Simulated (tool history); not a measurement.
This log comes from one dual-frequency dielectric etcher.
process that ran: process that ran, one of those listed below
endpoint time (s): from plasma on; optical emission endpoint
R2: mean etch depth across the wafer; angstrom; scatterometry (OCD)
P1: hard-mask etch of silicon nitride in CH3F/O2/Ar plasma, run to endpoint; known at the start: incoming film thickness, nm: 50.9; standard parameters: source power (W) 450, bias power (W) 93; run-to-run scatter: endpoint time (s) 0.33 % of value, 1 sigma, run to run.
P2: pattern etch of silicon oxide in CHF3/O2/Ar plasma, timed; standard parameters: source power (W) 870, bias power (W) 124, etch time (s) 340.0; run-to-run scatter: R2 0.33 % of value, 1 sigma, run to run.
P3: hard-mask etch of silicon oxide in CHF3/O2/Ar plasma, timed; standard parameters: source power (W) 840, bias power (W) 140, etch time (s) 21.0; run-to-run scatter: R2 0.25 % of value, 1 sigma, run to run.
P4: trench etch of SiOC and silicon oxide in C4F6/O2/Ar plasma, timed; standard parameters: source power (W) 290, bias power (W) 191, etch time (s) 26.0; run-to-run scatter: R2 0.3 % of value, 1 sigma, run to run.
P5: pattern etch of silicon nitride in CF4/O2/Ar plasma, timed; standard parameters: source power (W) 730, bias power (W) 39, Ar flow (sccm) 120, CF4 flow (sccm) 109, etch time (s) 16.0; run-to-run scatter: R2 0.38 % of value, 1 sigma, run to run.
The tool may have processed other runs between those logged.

run 1 hour=5.8 | process_that_ran=P1 source_power_(W)=450 bias_power_(W)=93 | endpoint_time_(s)=66.773
run 2 hour=11.2 | process_that_ran=P2 source_power_(W)=870 bias_power_(W)=101 etch_time_(s)=340.0 | R2=6410.60
run 3 hour=21.5 | process_that_ran=P1 source_power_(W)=450 bias_power_(W)=68 | endpoint_time_(s)=74.397
run 4 hour=30.5 | process_that_ran=P1 source_power_(W)=600 bias_power_(W)=93 | endpoint_time_(s)=59.853
run 5 hour=40.6 | process_that_ran=P2 source_power_(W)=870 bias_power_(W)=124 etch_time_(s)=340.0 | R2=6833.00
run 6 hour=49.0 | process_that_ran=P5 source_power_(W)=730 bias_power_(W)=39 etch_time_(s)=16.0 Ar_flow_(sccm)=85 CF4_flow_(sccm)=109 | R2=410.30
run 7 hour=58.6 | process_that_ran=P1 source_power_(W)=450 bias_power_(W)=119 | endpoint_time_(s)=60.902
run 8 hour=65.1 | process_that_ran=P3 source_power_(W)=840 bias_power_(W)=140 etch_time_(s)=11.5 | R2=234.77
run 9 hour=72.4 | process_that_ran=P3 source_power_(W)=1150 bias_power_(W)=140 etch_time_(s)=21.0 | R2=485.81
run 10 hour=82.2 | process_that_ran=P1 source_power_(W)=450 bias_power_(W)=93 | endpoint_time_(s)=66.570
run 11 hour=87.5 | process_that_ran=P3 source_power_(W)=840 bias_power_(W)=140 etch_time_(s)=21.0 | R2=427.62
run 12 hour=95.9 | process_that_ran=P5 source_power_(W)=730 bias_power_(W)=31 etch_time_(s)=16.0 Ar_flow_(sccm)=120 CF4_flow_(sccm)=109 | R2=363.51
run 13 hour=102.3 | process_that_ran=P4 source_power_(W)=410 bias_power_(W)=191 etch_time_(s)=26.0 | R2=534.49
run 14 hour=111.8 | process_that_ran=P1 source_power_(W)=270 bias_power_(W)=93 | endpoint_time_(s)=80.644
run 15 hour=122.5 | process_that_ran=P1 source_power_(W)=450 bias_power_(W)=93 | endpoint_time_(s)=66.712
run 16 hour=128.8 | process_that_ran=P5 source_power_(W)=730 bias_power_(W)=39 etch_time_(s)=16.0 Ar_flow_(sccm)=120 CF4_flow_(sccm)=66 | R2=359.95
run 17 hour=138.4 | process_that_ran=P1 source_power_(W)=300 bias_power_(W)=126 | endpoint_time_(s)=69.360
run 18 hour=148.6 | process_that_ran=P4 source_power_(W)=290 bias_power_(W)=191 etch_time_(s)=15.5 | R2=279.78
run 19 hour=154.6 | process_that_ran=P1 source_power_(W)=450 bias_power_(W)=93 | endpoint_time_(s)=66.493
run 20 hour=163.2 | process_that_ran=P1 source_power_(W)=450 bias_power_(W)=93 | endpoint_time_(s)=66.535
run 21 hour=171.5 | process_that_ran=P4 source_power_(W)=290 bias_power_(W)=191 etch_time_(s)=26.0 | R2=466.23
run 22 hour=176.7 | process_that_ran=P2 source_power_(W)=870 bias_power_(W)=124 etch_time_(s)=340.0 | R2=6804.20
run 23 hour=184.4 | process_that_ran=P5 source_power_(W)=900 bias_power_(W)=39 etch_time_(s)=16.0 Ar_flow_(sccm)=120 CF4_flow_(sccm)=109 | R2=472.14
run 24 hour=194.0 | process_that_ran=P2 source_power_(W)=870 bias_power_(W)=124 etch_time_(s)=191.5 | R2=3849.80
run 25 hour=200.7 | process_that_ran=P1 source_power_(W)=550 bias_power_(W)=125 | endpoint_time_(s)=55.537
run 26 hour=211.7 | process_that_ran=P4 source_power_(W)=290 bias_power_(W)=258 etch_time_(s)=26.0 | R2=519.33
run 27 hour=220.4 | process_that_ran=P2 source_power_(W)=1120 bias_power_(W)=124 etch_time_(s)=340.0 | R2=7493.10
-- hour=222.8 bias power generator calibrated
run 28 hour=230.5 | process_that_ran=P5 source_power_(W)=730 bias_power_(W)=39 etch_time_(s)=16.0 Ar_flow_(sccm)=120 CF4_flow_(sccm)=109 | R2=390.89
-- hour=238.0 wet clean of the chamber
run 29 hour=239.8 | process_that_ran=P4 source_power_(W)=290 bias_power_(W)=191 etch_time_(s)=26.0 | R2=468.82
run 30 hour=247.7 | process_that_ran=P3 source_power_(W)=840 bias_power_(W)=140 etch_time_(s)=21.0 | R2=430.47
run 31 hour=255.4 | process_that_ran=P5 source_power_(W)=730 bias_power_(W)=39 etch_time_(s)=16.0 Ar_flow_(sccm)=120 CF4_flow_(sccm)=109 | R2=390.17
run 32 hour=265.1 | process_that_ran=P3 source_power_(W)=840 bias_power_(W)=189 etch_time_(s)=21.0 | R2=473.38
run 33 hour=273.2 | process_that_ran=P5 source_power_(W)=730 bias_power_(W)=39 etch_time_(s)=21.0 Ar_flow_(sccm)=120 CF4_flow_(sccm)=109 | R2=511.98
run 34 hour=282.2 | process_that_ran=P1 source_power_(W)=450 bias_power_(W)=93 | endpoint_time_(s)=66.903
run 35 hour=288.7 | process_that_ran=P1 source_power_(W)=450 bias_power_(W)=93 | endpoint_time_(s)=67.110
run 36 hour=297.2 | process_that_ran=P1 source_power_(W)=450 bias_power_(W)=93 | endpoint_time_(s)=67.712
run 37 hour=302.5 | process_that_ran=P1 source_power_(W)=450 bias_power_(W)=93 | endpoint_time_(s)=67.670
run 38 hour=312.2 | process_that_ran=P1 source_power_(W)=450 bias_power_(W)=93 | endpoint_time_(s)=67.623

Run 39 has not been measured yet. What should we expect?
run 39 hour=318.8 | process_that_ran=P1 source_power_(W)=450 bias_power_(W)=93 | endpoint_time_(s)=?

endpoint time (s): 68.306

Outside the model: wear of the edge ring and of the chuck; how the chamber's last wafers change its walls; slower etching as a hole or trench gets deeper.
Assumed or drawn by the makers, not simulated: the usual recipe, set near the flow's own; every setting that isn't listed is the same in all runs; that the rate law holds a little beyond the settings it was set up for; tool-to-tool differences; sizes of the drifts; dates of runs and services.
